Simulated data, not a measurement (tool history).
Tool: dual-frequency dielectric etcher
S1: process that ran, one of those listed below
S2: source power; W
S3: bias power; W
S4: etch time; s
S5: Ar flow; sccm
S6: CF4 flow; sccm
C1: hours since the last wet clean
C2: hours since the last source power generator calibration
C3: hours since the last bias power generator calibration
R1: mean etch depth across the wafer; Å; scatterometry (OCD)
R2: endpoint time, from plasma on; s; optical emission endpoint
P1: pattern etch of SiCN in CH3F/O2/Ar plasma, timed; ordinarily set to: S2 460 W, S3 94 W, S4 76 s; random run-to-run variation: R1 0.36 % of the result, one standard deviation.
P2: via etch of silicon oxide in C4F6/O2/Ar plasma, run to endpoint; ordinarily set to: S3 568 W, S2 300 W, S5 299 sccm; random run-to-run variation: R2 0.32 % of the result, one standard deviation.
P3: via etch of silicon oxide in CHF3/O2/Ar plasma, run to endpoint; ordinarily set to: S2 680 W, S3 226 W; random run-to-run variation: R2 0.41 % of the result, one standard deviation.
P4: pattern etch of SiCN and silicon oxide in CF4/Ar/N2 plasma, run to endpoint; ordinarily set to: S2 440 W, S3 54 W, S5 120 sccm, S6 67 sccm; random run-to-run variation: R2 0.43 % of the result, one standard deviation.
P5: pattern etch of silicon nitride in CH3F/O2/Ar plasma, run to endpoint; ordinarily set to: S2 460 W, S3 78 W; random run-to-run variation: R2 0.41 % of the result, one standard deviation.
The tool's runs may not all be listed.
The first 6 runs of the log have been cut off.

| run | hour | S1 | S2 | S3 | S4 | S5 | S6 | C1 | C2 | C3 | R1 | R2 |
|---|---|---|---|---|---|---|---|---|---|---|---|---|
| 7 | 65.3 | P2 | 300 | 414 |  | 299 |  | 484.7 | 3153.2 | 3300.2 |  | 23.569 |
| 8 | 73.7 | P2 | 300 | 568 |  | 299 |  | 493.1 | 3161.6 | 3308.6 |  | 20.878 |
|  | 77.8 | source power generator calibrated |
| 9 | 80.3 | P1 | 460 | 94 | 54.5 |  |  | 499.7 | 2.5 | 3315.2 | 244.23 |  |
| 10 | 88.9 | P1 | 460 | 55 | 76 |  |  | 508.3 | 11.1 | 3323.8 | 280.61 |  |
| 11 | 95.6 | P5 | 460 | 109 |  |  |  | 515 | 17.8 | 3330.5 |  | 52.987 |
| 12 | 106.2 | P4 | 440 | 54 |  | 120 | 44 | 525.6 | 28.4 | 3341.1 |  | 25.3 |
| 13 | 114.2 | P1 | 460 | 94 | 76 |  |  | 533.6 | 36.4 | 3349.1 | 339.72 |  |
| 14 | 124 | P3 | 680 | 180 |  |  |  | 543.4 | 46.2 | 3358.9 |  | 326.23 |
| 15 | 130.4 | P2 | 410 | 568 |  | 299 |  | 549.8 | 52.6 | 3365.3 |  | 18.724 |
| 16 | 138.2 | P1 | 310 | 94 | 76 |  |  | 557.6 | 60.4 | 3373.1 | 293.85 |  |
| 17 | 149.3 | P2 | 300 | 568 |  | 299 |  | 568.7 | 71.5 | 3384.2 |  | 20.922 |
| 18 | 160 | P4 | 550 | 54 |  | 120 | 67 | 579.4 | 82.2 | 3394.9 |  | 19.405 |
| 19 | 171.9 | P1 | 460 | 113 | 76 |  |  | 591.3 | 94.1 | 3406.8 | 363.11 |  |
| 20 | 179.2 | P3 | 880 | 226 |  |  |  | 598.6 | 101.4 | 3414.1 |  | 271.84 |
| 21 | 190.5 | P5 | 460 | 78 |  |  |  | 609.9 | 112.7 | 3425.4 |  | 59.986 |
| 22 | 200.3 | P1 | 460 | 63 | 46.5 |  |  | 619.7 | 122.5 | 3435.2 | 179.85 |  |
| 23 | 210.5 | P1 | 460 | 94 | 93 |  |  | 629.9 | 132.7 | 3445.4 | 417.29 |  |

Run 24, settings as shown, results not yet in. Your forecast:
| 24 | 217.2 | P3 | 680 | 226 |  |  |  | 636.6 | 139.4 | 3452.1 |  | ? |

For run 24 the tool returned R2 302.4 s.

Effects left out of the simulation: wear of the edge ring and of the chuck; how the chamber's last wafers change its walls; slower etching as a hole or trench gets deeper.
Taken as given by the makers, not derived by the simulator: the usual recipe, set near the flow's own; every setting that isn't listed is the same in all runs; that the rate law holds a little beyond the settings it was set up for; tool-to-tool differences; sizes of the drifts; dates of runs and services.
